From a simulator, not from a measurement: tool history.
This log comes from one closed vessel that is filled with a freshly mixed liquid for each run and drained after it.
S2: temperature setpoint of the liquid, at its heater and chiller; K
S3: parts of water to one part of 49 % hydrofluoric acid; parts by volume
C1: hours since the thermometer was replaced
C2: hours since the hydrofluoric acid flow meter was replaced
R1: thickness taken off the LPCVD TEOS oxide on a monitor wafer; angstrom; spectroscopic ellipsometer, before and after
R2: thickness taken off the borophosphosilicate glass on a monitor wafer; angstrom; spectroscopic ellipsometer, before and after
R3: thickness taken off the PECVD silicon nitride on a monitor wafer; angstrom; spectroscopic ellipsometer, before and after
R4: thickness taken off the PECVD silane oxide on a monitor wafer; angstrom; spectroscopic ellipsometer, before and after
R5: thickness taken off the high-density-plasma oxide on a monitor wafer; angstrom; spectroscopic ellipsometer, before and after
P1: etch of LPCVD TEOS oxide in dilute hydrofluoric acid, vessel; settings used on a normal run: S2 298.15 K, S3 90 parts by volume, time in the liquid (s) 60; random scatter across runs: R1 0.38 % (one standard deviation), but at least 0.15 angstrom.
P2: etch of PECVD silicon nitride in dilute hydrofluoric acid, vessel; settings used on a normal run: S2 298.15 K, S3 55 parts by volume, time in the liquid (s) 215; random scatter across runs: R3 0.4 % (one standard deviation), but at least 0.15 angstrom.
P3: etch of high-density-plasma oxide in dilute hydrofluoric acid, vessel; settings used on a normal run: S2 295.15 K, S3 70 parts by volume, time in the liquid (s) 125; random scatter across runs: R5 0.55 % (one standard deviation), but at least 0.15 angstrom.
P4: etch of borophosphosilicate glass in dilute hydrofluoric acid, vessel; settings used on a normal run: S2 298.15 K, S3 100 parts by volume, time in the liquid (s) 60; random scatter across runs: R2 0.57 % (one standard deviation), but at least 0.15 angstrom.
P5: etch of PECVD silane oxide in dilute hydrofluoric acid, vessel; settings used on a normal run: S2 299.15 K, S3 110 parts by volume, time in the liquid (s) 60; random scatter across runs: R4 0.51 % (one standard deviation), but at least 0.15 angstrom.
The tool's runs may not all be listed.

{"run": 1, "day": 0.279, "process that ran": "P1", "S2": 298.15, "S3": 90, "time in the liquid (s)": 60, "C1": 863.9, "C2": 823.7, "R1": 272.35}
{"run": 2, "day": 0.717, "process that ran": "P1", "S2": 298.15, "S3": 140, "time in the liquid (s)": 60, "C1": 874.4, "C2": 834.2, "R1": 163.67}
{"run": 3, "day": 0.971, "process that ran": "P4", "S2": 293.15, "S3": 100, "time in the liquid (s)": 60, "C1": 880.5, "C2": 840.3, "R2": 307.19}
{"run": 4, "day": 1.254, "process that ran": "P2", "S2": 298.15, "S3": 55, "time in the liquid (s)": 420, "C1": 887.3, "C2": 847.1, "R3": 276.05}
{"run": 5, "day": 1.583, "process that ran": "P5", "S2": 303.65, "S3": 110, "time in the liquid (s)": 60, "C1": 895.2, "C2": 855, "R4": 248.7}
{"run": 6, "day": 1.9, "process that ran": "P1", "S2": 298.15, "S3": 90, "time in the liquid (s)": 60, "C1": 902.8, "C2": 862.6, "R1": 270.66}
{"run": 7, "day": 2.217, "process that ran": "P2", "S2": 298.15, "S3": 20, "time in the liquid (s)": 215, "C1": 910.4, "C2": 870.2, "R3": 373.62}
{"run": 8, "day": 2.533, "process that ran": "P1", "S2": 298.15, "S3": 90, "time in the liquid (s)": 60, "C1": 918, "C2": 877.8, "R1": 270.63}
{"run": 9, "day": 2.954, "process that ran": "P1", "S2": 298.15, "S3": 90, "time in the liquid (s)": 30, "C1": 928.1, "C2": 887.9, "R1": 134.97}
{"run": 10, "day": 3.192, "process that ran": "P1", "S2": 298.15, "S3": 90, "time in the liquid (s)": 60, "C1": 933.8, "C2": 893.6, "R1": 270.83}
{"run": 11, "day": 3.525, "process that ran": "P1", "S2": 292.65, "S3": 90, "time in the liquid (s)": 60, "C1": 941.8, "C2": 901.6, "R1": 216.63}
{"run": 12, "day": 3.833, "process that ran": "P1", "S2": 298.15, "S3": 90, "time in the liquid (s)": 60, "C1": 949.2, "C2": 909, "R1": 268.77}
{"run": 13, "day": 4.2, "process that ran": "P3", "S2": 299.15, "S3": 70, "time in the liquid (s)": 125, "C1": 958, "C2": 917.8, "R5": 111.26}
{"run": 14, "day": 4.567, "process that ran": "P1", "S2": 298.15, "S3": 90, "time in the liquid (s)": 110, "C1": 966.8, "C2": 926.6, "R1": 497.52}
{"run": 15, "day": 4.862, "process that ran": "P3", "S2": 295.15, "S3": 70, "time in the liquid (s)": 125, "C1": 973.9, "C2": 933.7, "R5": 93.177}
{"run": 16, "day": 5.308, "process that ran": "P2", "S2": 290.15, "S3": 55, "time in the liquid (s)": 215, "C1": 984.6, "C2": 944.4, "R3": 81.708}
{"run": 17, "day": 5.717, "process that ran": "P4", "S2": 298.15, "S3": 155, "time in the liquid (s)": 60, "C1": 994.4, "C2": 954.2, "R2": 229.34}
{"run": 18, "day": 6.117, "process that ran": "P4", "S2": 298.15, "S3": 100, "time in the liquid (s)": 60, "C1": 1004, "C2": 963.8, "R2": 376.5}
{"run": 19, "day": 6.554, "process that ran": "P1", "S2": 298.15, "S3": 40, "time in the liquid (s)": 60, "C1": 1014.5, "C2": 974.3, "R1": 649.48}
{"run": 20, "day": 6.971, "process that ran": "P2", "S2": 298.15, "S3": 55, "time in the liquid (s)": 215, "C1": 1024.5, "C2": 984.3, "R3": 141.68}
{"run": 21, "day": 7.392, "process that ran": "P5", "S2": 299.15, "S3": 50, "time in the liquid (s)": 60, "C1": 1034.6, "C2": 994.4, "R4": 509.05}
{"run": 22, "day": 7.7, "process that ran": "P1", "S2": 298.15, "S3": 90, "time in the liquid (s)": 60, "C1": 1042, "C2": 1001.8, "R1": 269.99}
{"run": 23, "day": 8.125, "process that ran": "P3", "S2": 295.15, "S3": 125, "time in the liquid (s)": 125, "C1": 1052.2, "C2": 1012, "R5": 49.678}
{"run": 24, "day": 8.55, "process that ran": "P5", "S2": 299.15, "S3": 110, "time in the liquid (s)": 60, "C1": 1062.4, "C2": 1022.2, "R4": 211.23}
{"run": 25, "day": 8.879, "process that ran": "P4", "S2": 298.15, "S3": 100, "time in the liquid (s)": 115, "C1": 1070.3, "C2": 1030.1, "R2": 714.89}
{"run": 26, "day": 9.292, "process that ran": "P1", "S2": 303.15, "S3": 90, "time in the liquid (s)": 60, "C1": 1080.2, "C2": 1040, "R1": 328.84}
{"run": 27, "day": 9.517, "process that ran": "P3", "S2": 295.15, "S3": 70, "time in the liquid (s)": 215, "C1": 1085.6, "C2": 1045.4, "R5": 161.54}
{"run": 28, "day": 9.933, "process that ran": "P5", "S2": 299.15, "S3": 110, "time in the liquid (s)": 30, "C1": 1095.6, "C2": 1055.4, "R4": 105.79}
{"run": 29, "day": 10.233, "process that ran": "P1", "S2": 293.65, "S3": 135, "time in the liquid (s)": 60, "C1": 1102.8, "C2": 1062.6, "R1": 143.03}
{"run": 30, "day": 10.462, "process that ran": "P1", "S2": 298.15, "S3": 90, "time in the liquid (s)": 60, "C1": 1108.3, "C2": 1068.1, "R1": 270.33}
{"run": 31, "day": 10.854, "process that ran": "P1", "S2": 298.15, "S3": 90, "time in the liquid (s)": 60, "C1": 1117.7, "C2": 1077.5, "R1": 277.67}
{"run": 32, "day": 11.208, "process that ran": "P1", "S2": 298.15, "S3": 90, "time in the liquid (s)": 60, "C1": 1126.2, "C2": 1086, "R1": 282.09}

Predict the results of run 33:
{"run": 33, "day": 11.496, "process that ran": "P1", "S2": 298.15, "S3": 90, "time in the liquid (s)": 60, "C1": 1133.1, "C2": 1092.9, "R1": "?"}

{"run 33": {"R1": 281.28}}
